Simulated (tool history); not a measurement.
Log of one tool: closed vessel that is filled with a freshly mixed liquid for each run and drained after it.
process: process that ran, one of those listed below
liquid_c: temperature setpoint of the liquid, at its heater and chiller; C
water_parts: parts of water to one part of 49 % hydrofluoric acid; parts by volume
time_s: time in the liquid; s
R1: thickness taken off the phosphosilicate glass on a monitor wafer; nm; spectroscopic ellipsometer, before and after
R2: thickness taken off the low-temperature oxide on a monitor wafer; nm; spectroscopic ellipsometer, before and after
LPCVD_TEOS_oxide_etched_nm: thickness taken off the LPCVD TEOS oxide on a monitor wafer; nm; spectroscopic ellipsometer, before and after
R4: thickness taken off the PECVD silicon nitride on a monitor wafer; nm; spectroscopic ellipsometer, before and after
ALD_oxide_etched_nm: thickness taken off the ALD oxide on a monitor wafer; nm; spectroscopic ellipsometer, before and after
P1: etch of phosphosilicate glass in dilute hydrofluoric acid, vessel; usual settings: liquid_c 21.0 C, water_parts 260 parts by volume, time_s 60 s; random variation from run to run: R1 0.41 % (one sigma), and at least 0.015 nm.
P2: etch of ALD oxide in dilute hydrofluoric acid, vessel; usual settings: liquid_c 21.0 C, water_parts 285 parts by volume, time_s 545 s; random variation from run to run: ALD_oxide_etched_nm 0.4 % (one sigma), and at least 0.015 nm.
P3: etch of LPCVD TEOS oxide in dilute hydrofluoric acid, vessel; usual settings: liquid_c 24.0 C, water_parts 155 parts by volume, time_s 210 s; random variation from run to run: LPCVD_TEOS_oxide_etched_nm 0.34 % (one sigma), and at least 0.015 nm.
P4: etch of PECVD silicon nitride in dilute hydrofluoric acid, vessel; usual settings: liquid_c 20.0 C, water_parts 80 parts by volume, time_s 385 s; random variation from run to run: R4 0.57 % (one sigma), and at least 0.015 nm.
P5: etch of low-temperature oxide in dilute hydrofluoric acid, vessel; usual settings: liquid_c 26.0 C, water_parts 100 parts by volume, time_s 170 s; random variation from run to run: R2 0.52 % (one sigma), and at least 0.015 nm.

{"run": 1, "hour": 6.9, "process": "P1", "liquid_c": 21.0, "water_parts": 260, "time_s": 60, "R1": 19.671}
{"run": 2, "hour": 12.7, "process": "P1", "liquid_c": 21.0, "water_parts": 260, "time_s": 60, "R1": 19.591}
{"run": 3, "hour": 17.0, "process": "P1", "liquid_c": 21.0, "water_parts": 260, "time_s": 60, "R1": 19.56}
{"run": 4, "hour": 25.9, "process": "P1", "liquid_c": 21.0, "water_parts": 260, "time_s": 35, "R1": 11.408}
{"run": 5, "hour": 31.6, "process": "P5", "liquid_c": 31.0, "water_parts": 100, "time_s": 170, "R2": 32.354}
{"run": 6, "hour": 36.6, "process": "P3", "liquid_c": 24.0, "water_parts": 260, "time_s": 210, "LPCVD_TEOS_oxide_etched_nm": 15.407}
{"run": 7, "hour": 42.8, "process": "P4", "liquid_c": 20.0, "water_parts": 25, "time_s": 385, "R4": 32.376}
{"run": 8, "hour": 50.2, "process": "P4", "liquid_c": 20.0, "water_parts": 80, "time_s": 385, "R4": 10.371}
{"run": 9, "hour": 56.6, "process": "P4", "liquid_c": 20.0, "water_parts": 80, "time_s": 675, "R4": 18.336}
{"run": 10, "hour": 64.4, "process": "P2", "liquid_c": 17.0, "water_parts": 285, "time_s": 545, "ALD_oxide_etched_nm": 14.092}
{"run": 11, "hour": 69.2, "process": "P3", "liquid_c": 28.0, "water_parts": 155, "time_s": 210, "LPCVD_TEOS_oxide_etched_nm": 33.611}
{"run": 12, "hour": 77.6, "process": "P3", "liquid_c": 24.0, "water_parts": 155, "time_s": 320, "LPCVD_TEOS_oxide_etched_nm": 44.096}
{"run": 13, "hour": 85.7, "process": "P1", "liquid_c": 28.5, "water_parts": 260, "time_s": 60, "R1": 25.605}
{"run": 14, "hour": 91.4, "process": "P5", "liquid_c": 26.0, "water_parts": 100, "time_s": 170, "R2": 26.539}
{"run": 15, "hour": 96.1, "process": "P4", "liquid_c": 20.0, "water_parts": 80, "time_s": 385, "R4": 10.45}
{"run": 16, "hour": 102.9, "process": "P5", "liquid_c": 26.0, "water_parts": 100, "time_s": 290, "R2": 45.59}
{"run": 17, "hour": 109.1, "process": "P1", "liquid_c": 17.0, "water_parts": 260, "time_s": 60, "R1": 16.923}
{"run": 18, "hour": 116.5, "process": "P1", "liquid_c": 27.5, "water_parts": 260, "time_s": 85, "R1": 35.084}
{"run": 19, "hour": 125.4, "process": "P2", "liquid_c": 21.0, "water_parts": 510, "time_s": 545, "ALD_oxide_etched_nm": 7.5942}
{"run": 20, "hour": 131.0, "process": "P2", "liquid_c": 21.0, "water_parts": 285, "time_s": 935, "ALD_oxide_etched_nm": 28.157}
{"run": 21, "hour": 136.3, "process": "P5", "liquid_c": 26.0, "water_parts": 25, "time_s": 170, "R2": 118.51}
{"run": 22, "hour": 142.6, "process": "P1", "liquid_c": 21.0, "water_parts": 260, "time_s": 60, "R1": 19.732}
{"run": 23, "hour": 151.5, "process": "P1", "liquid_c": 21.0, "water_parts": 385, "time_s": 60, "R1": 11.915}
{"run": 24, "hour": 156.4, "process": "P1", "liquid_c": 21.0, "water_parts": 260, "time_s": 90, "R1": 29.497}
{"run": 25, "hour": 163.1, "process": "P1", "liquid_c": 21.0, "water_parts": 160, "time_s": 60, "R1": 35.377}
{"run": 26, "hour": 168.1, "process": "P3", "liquid_c": 24.0, "water_parts": 155, "time_s": 210, "LPCVD_TEOS_oxide_etched_nm": 28.895}
{"run": 27, "hour": 174.5, "process": "P4", "liquid_c": 17.0, "water_parts": 80, "time_s": 385, "R4": 8.5165}
{"run": 28, "hour": 184.4, "process": "P1", "liquid_c": 21.0, "water_parts": 345, "time_s": 115, "R1": 26.241}
{"run": 29, "hour": 191.3, "process": "P1", "liquid_c": 21.0, "water_parts": 260, "time_s": 60, "R1": 19.551}
{"run": 30, "hour": 197.0, "process": "P1", "liquid_c": 21.0, "water_parts": 260, "time_s": 60, "R1": 19.666}
{"run": 31, "hour": 204.0, "process": "P1", "liquid_c": 21.0, "water_parts": 260, "time_s": 60, "R1": 19.608}
{"run": 32, "hour": 210.5, "process": "P2", "liquid_c": 21.0, "water_parts": 285, "time_s": 545, "ALD_oxide_etched_nm": 16.508}
{"run": 33, "hour": 218.5, "process": "P1", "liquid_c": 21.0, "water_parts": 260, "time_s": 60, "R1": 19.571}
{"run": 34, "hour": 224.2, "process": "P1", "liquid_c": 21.0, "water_parts": 260, "time_s": 60, "R1": 18.963}
{"run": 35, "hour": 229.6, "process": "P1", "liquid_c": 21.0, "water_parts": 260, "time_s": 60, "R1": 18.73}
{"run": 36, "hour": 235.3, "process": "P1", "liquid_c": 21.0, "water_parts": 260, "time_s": 60, "R1": 18.488}
{"run": 37, "hour": 244.9, "process": "P1", "liquid_c": 21.0, "water_parts": 260, "time_s": 60, "R1": 18.253}
{"run": 38, "hour": 249.9, "process": "P1", "liquid_c": 21.0, "water_parts": 260, "time_s": 60, "R1": 18.168}

Run 39 comes next. What will it give?
{"run": 39, "hour": 254.8, "process": "P1", "liquid_c": 21.0, "water_parts": 260, "time_s": 60, "R1": "?"}

R1: 18.072 nm
